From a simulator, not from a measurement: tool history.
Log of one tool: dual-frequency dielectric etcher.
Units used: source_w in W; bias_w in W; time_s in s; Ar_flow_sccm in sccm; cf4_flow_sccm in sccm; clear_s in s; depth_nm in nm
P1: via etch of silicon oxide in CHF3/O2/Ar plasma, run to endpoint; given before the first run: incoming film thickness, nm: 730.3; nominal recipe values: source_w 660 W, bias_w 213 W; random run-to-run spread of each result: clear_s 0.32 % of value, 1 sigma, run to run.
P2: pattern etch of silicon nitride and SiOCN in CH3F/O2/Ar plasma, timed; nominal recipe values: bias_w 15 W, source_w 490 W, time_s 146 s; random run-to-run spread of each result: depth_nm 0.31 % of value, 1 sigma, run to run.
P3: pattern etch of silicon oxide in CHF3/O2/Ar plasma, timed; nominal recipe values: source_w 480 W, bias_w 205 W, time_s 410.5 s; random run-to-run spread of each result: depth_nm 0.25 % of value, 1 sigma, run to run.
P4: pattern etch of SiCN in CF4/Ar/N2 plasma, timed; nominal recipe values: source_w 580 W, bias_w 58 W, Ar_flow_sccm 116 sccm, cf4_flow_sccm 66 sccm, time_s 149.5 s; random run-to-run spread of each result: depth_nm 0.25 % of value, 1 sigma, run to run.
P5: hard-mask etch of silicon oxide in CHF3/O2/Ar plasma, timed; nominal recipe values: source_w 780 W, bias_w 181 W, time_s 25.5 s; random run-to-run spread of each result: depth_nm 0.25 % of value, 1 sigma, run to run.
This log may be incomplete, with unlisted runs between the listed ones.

run 1 day=0.125 | process=P1 source_w=660 bias_w=213 | clear_s=332.98
run 2 day=0.288 | process=P1 source_w=660 bias_w=213 | clear_s=335.65
run 3 day=0.417 | process=P5 source_w=780 bias_w=181 time_s=25.5 | depth_nm=56.739
run 4 day=0.554 | process=P5 source_w=780 bias_w=181 time_s=25.5 | depth_nm=57.135
run 5 day=0.738 | process=P5 source_w=780 bias_w=146 time_s=25.5 | depth_nm=53.353
run 6 day=0.875 | process=P2 source_w=490 bias_w=15 time_s=146 | depth_nm=17.562
run 7 day=1.05 | process=P2 source_w=490 bias_w=15 time_s=89 | depth_nm=10.668
run 8 day=1.217 | process=P3 source_w=280 bias_w=205 time_s=410.5 | depth_nm=638.32
run 9 day=1.442 | process=P3 source_w=480 bias_w=135 time_s=410.5 | depth_nm=683.48
run 10 day=1.617 | process=P4 source_w=700 bias_w=58 time_s=149.5 Ar_flow_sccm=116 cf4_flow_sccm=66 | depth_nm=171.13
run 11 day=1.758 | process=P4 source_w=580 bias_w=58 time_s=208.5 Ar_flow_sccm=116 cf4_flow_sccm=66 | depth_nm=201.99
run 12 day=2.004 | process=P1 source_w=440 bias_w=213 | clear_s=391.1
run 13 day=2.183 | process=P1 source_w=840 bias_w=213 | clear_s=306.4
run 14 day=2.362 | process=P4 source_w=580 bias_w=58 time_s=149.5 Ar_flow_sccm=116 cf4_flow_sccm=39 | depth_nm=131.25
run 15 day=2.538 | process=P4 source_w=580 bias_w=58 time_s=149.5 Ar_flow_sccm=68 cf4_flow_sccm=66 | depth_nm=157.24
run 16 day=2.767 | process=P5 source_w=780 bias_w=181 time_s=19.5 | depth_nm=43.737
run 17 day=2.938 | process=P1 source_w=660 bias_w=143 | clear_s=383.06
run 18 day=3.125 | process=P2 source_w=490 bias_w=9 time_s=146 | depth_nm=14.576
run 19 day=3.321 | process=P1 source_w=660 bias_w=213 | clear_s=334.18
run 20 day=3.562 | process=P5 source_w=480 bias_w=181 time_s=25.5 | depth_nm=47.398
run 21 day=3.683 | process=P1 source_w=660 bias_w=213 | clear_s=334.24
run 22 day=3.879 | process=P1 source_w=530 bias_w=274 | clear_s=334.47
run 23 day=4.092 | process=P3 source_w=480 bias_w=205 time_s=578 | depth_nm=1105.9
run 24 day=4.238 | process=P3 source_w=480 bias_w=205 time_s=410.5 | depth_nm=781.7
run 25 day=4.392 | process=P1 source_w=790 bias_w=254 | clear_s=295.59
run 26 day=4.612 | process=P1 source_w=660 bias_w=213 | clear_s=335.18
run 27 day=4.833 | process=P1 source_w=660 bias_w=297 | clear_s=297.78
run 28 day=5.079 | process=P4 source_w=580 bias_w=58 time_s=149.5 Ar_flow_sccm=116 cf4_flow_sccm=66 | depth_nm=144.81
-- day=5.142 wet clean of the chamber
-- day=5.279 bias power generator calibrated
run 29 day=5.329 | process=P2 source_w=490 bias_w=15 time_s=146 | depth_nm=17.561
run 30 day=5.512 | process=P2 source_w=650 bias_w=15 time_s=146 | depth_nm=19.486
run 31 day=5.638 | process=P1 source_w=660 bias_w=213 | clear_s=335.56
run 32 day=5.762 | process=P4 source_w=580 bias_w=47 time_s=149.5 Ar_flow_sccm=116 cf4_flow_sccm=66 | depth_nm=135.21
run 33 day=5.962 | process=P1 source_w=660 bias_w=213 | clear_s=335.82
run 34 day=6.175 | process=P1 source_w=660 bias_w=213 | clear_s=332.53
run 35 day=6.3 | process=P1 source_w=660 bias_w=213 | clear_s=331.06
run 36 day=6.542 | process=P1 source_w=660 bias_w=213 | clear_s=331.48
run 37 day=6.733 | process=P1 source_w=660 bias_w=213 | clear_s=329.14
run 38 day=6.9 | process=P1 source_w=660 bias_w=213 | clear_s=330.7
-- day=6.992 wet clean of the chamber
run 39 day=7.092 | process=P1 source_w=660 bias_w=213 | clear_s=328.01
run 40 day=7.238 | process=P1 source_w=660 bias_w=213 | clear_s=329.03
run 41 day=7.383 | process=P1 source_w=660 bias_w=213 | clear_s=329.07
run 42 day=7.558 | process=P1 source_w=660 bias_w=213 | clear_s=330.51

The output of P1 has drifted from where it used to be. Each of the 2 causes below, taken at the size shown beside it, accounts for the log equally well:
A: bias power that arrives over what is set, % = 4.8
B: source power that arrives over what is set, % = 4.37
The drift started at roughly day 5.962.
Excluded causes, each with its reason:
chamber walls in a state that raises the etch rate, %: was serviced at day 6.992, once the creep was under way, yet the earlier output never came back

Question marks stand in for the results of the 4 check runs listed below, each run on one wafer. Under which run would the listed causes show clearly different results?
run check 1 day=7.733 | process=P2 source_w=610 bias_w=9 time_s=146 | depth_nm=?
run check 2 day=7.733 | process=P4 source_w=580 bias_w=58 time_s=149.5 Ar_flow_sccm=71 cf4_flow_sccm=66 | depth_nm=?
run check 3 day=7.733 | process=P3 source_w=480 bias_w=153 time_s=571 | depth_nm=?
run check 4 day=7.733 | process=P5 source_w=510 bias_w=181 time_s=20 | depth_nm=?

If the cause were each of the candidates in turn, the checks would give the following:
check=check_1 result=depth_nm if_A=16.115 if_B=16.14
check=check_2 result=depth_nm if_A=158.9 if_B=162.68
check=check_3 result=depth_nm if_A=1003.7 if_B=1004.6
check=check_4 result=depth_nm if_A=38.537 if_B=38.547
Per check, the gap between the least separated pair of causes, taken in the result that splits them most: check 1 0.16 %; check 2 2.35 %; check 3 0.09 %; check 4 0.03 %
Check 2 tells the causes apart: in the others they would give nearly the same result.

Check 2 has now been run. It gave: depth_nm 158.63 nm. Which of the candidate causes is it?

It was cause A: bias power that arrives over what is set, %.

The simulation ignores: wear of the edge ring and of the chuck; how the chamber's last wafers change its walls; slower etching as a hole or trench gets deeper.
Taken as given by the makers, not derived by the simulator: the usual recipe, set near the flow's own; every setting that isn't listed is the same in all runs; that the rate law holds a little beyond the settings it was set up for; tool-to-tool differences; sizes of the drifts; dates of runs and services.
